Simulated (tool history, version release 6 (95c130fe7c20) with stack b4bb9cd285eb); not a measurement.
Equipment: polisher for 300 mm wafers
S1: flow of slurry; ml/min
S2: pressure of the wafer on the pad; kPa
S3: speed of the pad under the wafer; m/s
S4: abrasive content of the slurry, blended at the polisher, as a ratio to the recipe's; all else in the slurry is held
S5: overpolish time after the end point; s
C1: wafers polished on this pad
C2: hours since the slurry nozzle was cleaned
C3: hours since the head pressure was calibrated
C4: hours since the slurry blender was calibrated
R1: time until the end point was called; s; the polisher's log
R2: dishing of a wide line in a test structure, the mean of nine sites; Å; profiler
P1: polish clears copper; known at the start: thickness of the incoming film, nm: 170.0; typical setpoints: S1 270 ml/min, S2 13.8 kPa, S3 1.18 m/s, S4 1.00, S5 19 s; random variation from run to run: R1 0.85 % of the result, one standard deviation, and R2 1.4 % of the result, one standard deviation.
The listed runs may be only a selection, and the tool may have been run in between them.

run   hour   S1    S2    S3    S4  S5    C1     C2     C3     C4       R1      R2
  1   13.0  270  13.8  1.18  1.00  19   559   92.1  410.2   79.1   58.548  380.56
  2   25.2  270  13.8  1.18  1.00   6   658  104.3  422.4   91.3   58.916  132.88
  3   35.8  270  13.8  1.18  1.00  19   744  114.9  433.0  101.9   59.227  373.00
      41.0  -- slurry nozzle cleaned
  4   53.7  200  13.8  1.18  0.65  19   889   12.8  450.9  119.8   66.964  340.63
  5   65.9  270  13.8  1.18  0.60  19   988   25.0  463.1  132.0   64.634  344.43
  6   81.0  270  13.8  1.60  1.00  19  1110   40.1  478.2  147.1   42.777  481.43
  7   91.3  270   9.0  0.82  1.00  19  1194   50.4  488.5  157.4  130.780  182.72
  8  105.8  270  13.8  1.18  1.00  19  1311   64.9  503.0  171.9   58.916  381.05
  9  116.5  270  13.8  1.18  1.00  32  1398   75.6  513.7  182.6   59.199  566.16
 10  128.4  270   6.9  1.18  1.00  19  1495   87.5  525.6  194.5  116.780  195.79
 11  140.9  270  13.8  1.18  1.00  19  1596  100.0  538.1  207.0   59.139  384.68
 12  154.8  270  13.8  1.18  1.50  19  1709  113.9  552.0  220.9   53.417  391.76
 13  166.1  270  13.8  1.18  1.00  19  1800  125.2  563.3  232.2   58.852  375.38
 14  174.8  270  13.8  0.54  1.00  19  1871  133.9  572.0  240.9  127.320  191.71
 15  187.3  270  13.8  1.18  1.00  19  1972  146.4  584.5  253.4   58.372  373.11
 16  195.8  160  13.8  1.18  1.00  19  2041  154.9  593.0  261.9   63.423  358.07
 17  209.1  160   6.2  1.18  1.00  19  2149  168.2  606.3  275.2  140.440  175.85
 18  225.6  340  13.8  1.18  1.00  19  2283  184.7  622.8  291.7   57.697  382.67
 19  241.6  270  13.8  1.18  1.00  19  2413  200.7  638.8  307.7   59.444  388.29
 20  252.9  270  20.0  1.18  1.00  19  2504  212.0  650.1  319.0   39.647  518.81
 21  261.8  270  13.8  1.18  1.00  19  2577  220.9  659.0  327.9   58.872  376.10
 22  271.3  270  13.8  1.18  1.00  19  2654  230.4  668.5  337.4   59.340  376.48
 23  284.0  270  13.8  1.18  1.00  19  2757  243.1  681.2  350.1   60.889  366.69
 24  300.8  270  13.8  1.18  1.00  19  2893  259.9  698.0  366.9   62.241  353.14
 25  310.2  270  13.8  1.18  1.00  19  2969  269.3  707.4  376.3   62.873  358.52
     313.7  -- head pressure recalibrated
 26  321.4  270  13.8  1.18  1.00  19  3060  280.5    7.7  387.5   62.362  358.20
     324.3  -- worn pad replaced by a new one
 27  335.5  270  13.8  1.18  1.00  19    91  294.6   21.8  401.6   61.807  360.03
 28  345.9  270  13.8  1.18  1.00  19   175  305.0   32.2  412.0   62.078  367.25
 29  357.7  270  13.8  1.18  1.00  19   271  316.8   44.0  423.8   63.150  360.76

The log shows P1 creeping away from where it was. Any of the 2 causes listed here, at the size stated for it, fits the log just as well as the others:
A: slurry flow missing at the pad, % = 39.9
B: abrasive missing from the slurry, % = 26.6
Onset of the creep was near hour 261.8.
Excluded causes, each with its reason:
removal rate lost through wear of the pad, %: maintenance at hour 324.3, after the shift began, did not return the process to its former output
head's pressure below its setpoint, %: maintenance at hour 313.7, after the shift began, did not return the process to its former output

Consider the 4 check runs below, whose results appear as question marks and each of which averages 3 wafers. Which one distinguishes the causes, in that each cause would give it a clearly different result?
check 1  369.5  170  13.8  1.18  1.00   9                   ?   ?
check 2  369.5  270  13.8  1.18  1.45  19                   ?   ?
check 3  369.5  270  13.8  1.18  1.00   6                   ?   ?
check 4  369.5  270  13.8  0.82  1.00  19                   ?   ?

Expected result of each check under each candidate cause:
  check  result    if A    if B
check 1      R1  68.809  66.452
check 1      R2  169.17  174.74
check 2      R1  57.824  57.992
check 2      R2  382.77  381.85
check 3      R1  62.725  62.724
check 3      R2  126.10  126.10
check 4      R1  90.263  90.262
check 4      R2  260.89  260.90
Gap, in per cent, between the two causes that each check separates least, read from the result that separates them most: check 1 3.49 %; check 2 0.29 %; check 3 0 %; check 4 0 %
The causes can be told apart only by check 1. The other checks would give nearly the same results under each of them.

Check 1 was then run and gave: R1 69.431 s; R2 171.50 Å. Which cause is it?

A is the cause: slurry flow missing at the pad, %.
